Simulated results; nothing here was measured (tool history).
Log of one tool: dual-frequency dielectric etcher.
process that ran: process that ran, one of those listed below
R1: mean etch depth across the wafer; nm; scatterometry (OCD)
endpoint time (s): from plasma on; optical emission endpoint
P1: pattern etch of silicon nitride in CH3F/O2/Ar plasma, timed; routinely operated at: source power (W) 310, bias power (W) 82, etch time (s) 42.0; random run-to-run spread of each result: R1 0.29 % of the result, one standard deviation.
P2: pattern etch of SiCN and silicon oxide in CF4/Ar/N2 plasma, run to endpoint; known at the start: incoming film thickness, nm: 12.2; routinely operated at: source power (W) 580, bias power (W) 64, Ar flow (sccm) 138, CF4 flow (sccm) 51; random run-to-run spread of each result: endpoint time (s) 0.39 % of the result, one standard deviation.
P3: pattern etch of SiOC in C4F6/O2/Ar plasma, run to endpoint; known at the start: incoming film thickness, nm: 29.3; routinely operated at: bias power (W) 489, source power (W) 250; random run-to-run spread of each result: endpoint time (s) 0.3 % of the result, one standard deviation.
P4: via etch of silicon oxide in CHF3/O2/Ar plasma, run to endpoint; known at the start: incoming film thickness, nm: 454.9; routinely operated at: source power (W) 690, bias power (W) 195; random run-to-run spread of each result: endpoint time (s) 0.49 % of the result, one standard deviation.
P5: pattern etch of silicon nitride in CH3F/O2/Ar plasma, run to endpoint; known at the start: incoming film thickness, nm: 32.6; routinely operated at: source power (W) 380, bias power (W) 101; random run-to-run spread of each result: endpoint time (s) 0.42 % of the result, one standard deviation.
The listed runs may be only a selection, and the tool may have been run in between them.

Run 1, day 0.450: process that ran P1, source power (W) 310, bias power (W) 82, etch time (s) 42.0. Result: R1 27.928 nm.
Run 2, day 0.858: process that ran P5, source power (W) 380, bias power (W) 134. Result: endpoint time (s) 37.6710.
Run 3, day 1.167: process that ran P2, source power (W) 580, bias power (W) 64, Ar flow (sccm) 138, CF4 flow (sccm) 51. Result: endpoint time (s) 12.6170.
Run 4, day 1.483: process that ran P1, source power (W) 310, bias power (W) 82, etch time (s) 42.0. Result: R1 27.738 nm.
Run 5, day 2.096: process that ran P4, source power (W) 690, bias power (W) 195. Result: endpoint time (s) 212.8900.
Run 6, day 2.650: process that ran P4, source power (W) 690, bias power (W) 150. Result: endpoint time (s) 230.7200.
Run 7, day 3.046: process that ran P1, source power (W) 440, bias power (W) 82, etch time (s) 42.0. Result: R1 31.852 nm.
Run 8, day 3.383: process that ran P3, source power (W) 330, bias power (W) 489. Result: endpoint time (s) 10.5930.
Run 9, day 3.975: process that ran P4, source power (W) 690, bias power (W) 195. Result: endpoint time (s) 212.3700.
Run 10, day 4.262: process that ran P4, source power (W) 950, bias power (W) 195. Result: endpoint time (s) 187.0700.
Run 11, day 4.729: process that ran P2, source power (W) 580, bias power (W) 49, Ar flow (sccm) 138, CF4 flow (sccm) 51. Result: endpoint time (s) 13.9040.
Run 12, day 5.192: process that ran P5, source power (W) 380, bias power (W) 101. Result: endpoint time (s) 41.6870.
Run 13, day 5.633: process that ran P5, source power (W) 210, bias power (W) 101. Result: endpoint time (s) 51.8650.
Run 14, day 6.071: process that ran P2, source power (W) 790, bias power (W) 64, Ar flow (sccm) 138, CF4 flow (sccm) 51. Result: endpoint time (s) 9.6979.
Run 15, day 6.675: process that ran P3, source power (W) 250, bias power (W) 598. Result: endpoint time (s) 10.8260.
Run 16, day 7.000: process that ran P1, source power (W) 380, bias power (W) 63, etch time (s) 42.0. Result: R1 27.487 nm.
Run 17, day 7.292: process that ran P1, source power (W) 310, bias power (W) 82, etch time (s) 42.0. Result: R1 27.940 nm.
Run 18, day 7.850: process that ran P1, source power (W) 310, bias power (W) 62, etch time (s) 42.0. Result: R1 25.206 nm.
Run 19, day 8.425: process that ran P3, source power (W) 250, bias power (W) 489. Result: endpoint time (s) 11.7370.
At day 8.488: bias power generator calibrated.
Run 20, day 8.725: process that ran P1, source power (W) 310, bias power (W) 82, etch time (s) 42.0. Result: R1 28.000 nm.
Run 21, day 9.329: process that ran P1, source power (W) 310, bias power (W) 82, etch time (s) 42.0. Result: R1 27.985 nm.
Run 22, day 9.842: process that ran P1, source power (W) 310, bias power (W) 82, etch time (s) 59.0. Result: R1 39.330 nm.
Run 23, day 10.433: process that ran P1, source power (W) 310, bias power (W) 106, etch time (s) 58.5. Result: R1 42.762 nm.
Run 24, day 10.762: process that ran P1, source power (W) 310, bias power (W) 82, etch time (s) 31.0. Result: R1 20.442 nm.
Run 25, day 11.379: process that ran P2, source power (W) 580, bias power (W) 64, Ar flow (sccm) 138, CF4 flow (sccm) 71. Result: endpoint time (s) 11.9680.
Run 26, day 11.879: process that ran P2, source power (W) 580, bias power (W) 64, Ar flow (sccm) 110, CF4 flow (sccm) 51. Result: endpoint time (s) 12.1320.
Run 27, day 12.296: process that ran P3, source power (W) 250, bias power (W) 489. Result: endpoint time (s) 11.7570.
Run 28, day 12.688: process that ran P1, source power (W) 180, bias power (W) 82, etch time (s) 42.0. Result: R1 22.750 nm.
Run 29, day 13.058: process that ran P1, source power (W) 310, bias power (W) 107, etch time (s) 42.0. Result: R1 30.795 nm.
Run 30, day 13.596: process that ran P1, source power (W) 440, bias power (W) 82, etch time (s) 60.5. Result: R1 45.624 nm.
Run 31, day 13.912: process that ran P1, source power (W) 310, bias power (W) 82, etch time (s) 42.0. Result: R1 27.893 nm.
Run 32, day 14.421: process that ran P1, source power (W) 310, bias power (W) 82, etch time (s) 42.0. Result: R1 28.132 nm.
Run 33, day 14.742: process that ran P1, source power (W) 310, bias power (W) 82, etch time (s) 42.0. Result: R1 28.286 nm.
Run 34, day 15.133: process that ran P1, source power (W) 310, bias power (W) 82, etch time (s) 42.0. Result: R1 28.363 nm.
At day 15.204: wet clean of the chamber.
Run 35, day 15.608: process that ran P1, source power (W) 310, bias power (W) 82, etch time (s) 42.0. Result: R1 28.061 nm.
Run 36, day 16.225: process that ran P1, source power (W) 310, bias power (W) 82, etch time (s) 42.0. Result: R1 28.214 nm.
Run 37, day 16.579: process that ran P1, source power (W) 310, bias power (W) 82, etch time (s) 42.0. Result: R1 28.343 nm.

Something has made what P1 gives creep away from where it was; the 2 causes below, each at its own stated size, fit the log equally well:
A: source power that arrives over what is set, % = 4
B: bias power that arrives over what is set, % = 4.16
The drift started at roughly day 13.912.
Other possible causes, and why each is ruled out:
chamber walls in a state that raises the etch rate, %: serviced after onset, at day 15.204, with no recovery of the prior output

The list below offers 4 check runs, each averaging the results of 2 wafers, and shows each result as a question mark. For which of them would the listed causes give clearly different results?
Run check 1, day 16.933: process that ran P2, source power (W) 580, bias power (W) 50, Ar flow (sccm) 138, CF4 flow (sccm) 51. Result: endpoint time (s) ?.
Run check 2, day 16.933: process that ran P3, source power (W) 310, bias power (W) 489. Result: endpoint time (s) ?.
Run check 3, day 16.933: process that ran P5, source power (W) 380, bias power (W) 131. Result: endpoint time (s) ?.
Run check 4, day 16.933: process that ran P4, source power (W) 870, bias power (W) 195. Result: endpoint time (s) ?.

Expected result of each check under each candidate cause:
  check             result      if A      if B
check 1  endpoint time (s)   13.3650   13.6440
check 2  endpoint time (s)   10.6460   10.6350
check 3  endpoint time (s)   37.3240   37.2730
check 4  endpoint time (s)  191.4500  191.7300
How far apart the two closest causes lie, in the result that separates them most: check 1 2.06 %; check 2 0.1 %; check 3 0.14 %; check 4 0.14 %
Only in check 1 would the causes give clearly different results; in the remaining checks their results would be nearly the same.

Then check 1 was run and gave: endpoint time (s) 13.3790. Which cause is it?

The cause is A: source power that arrives over what is set, %.
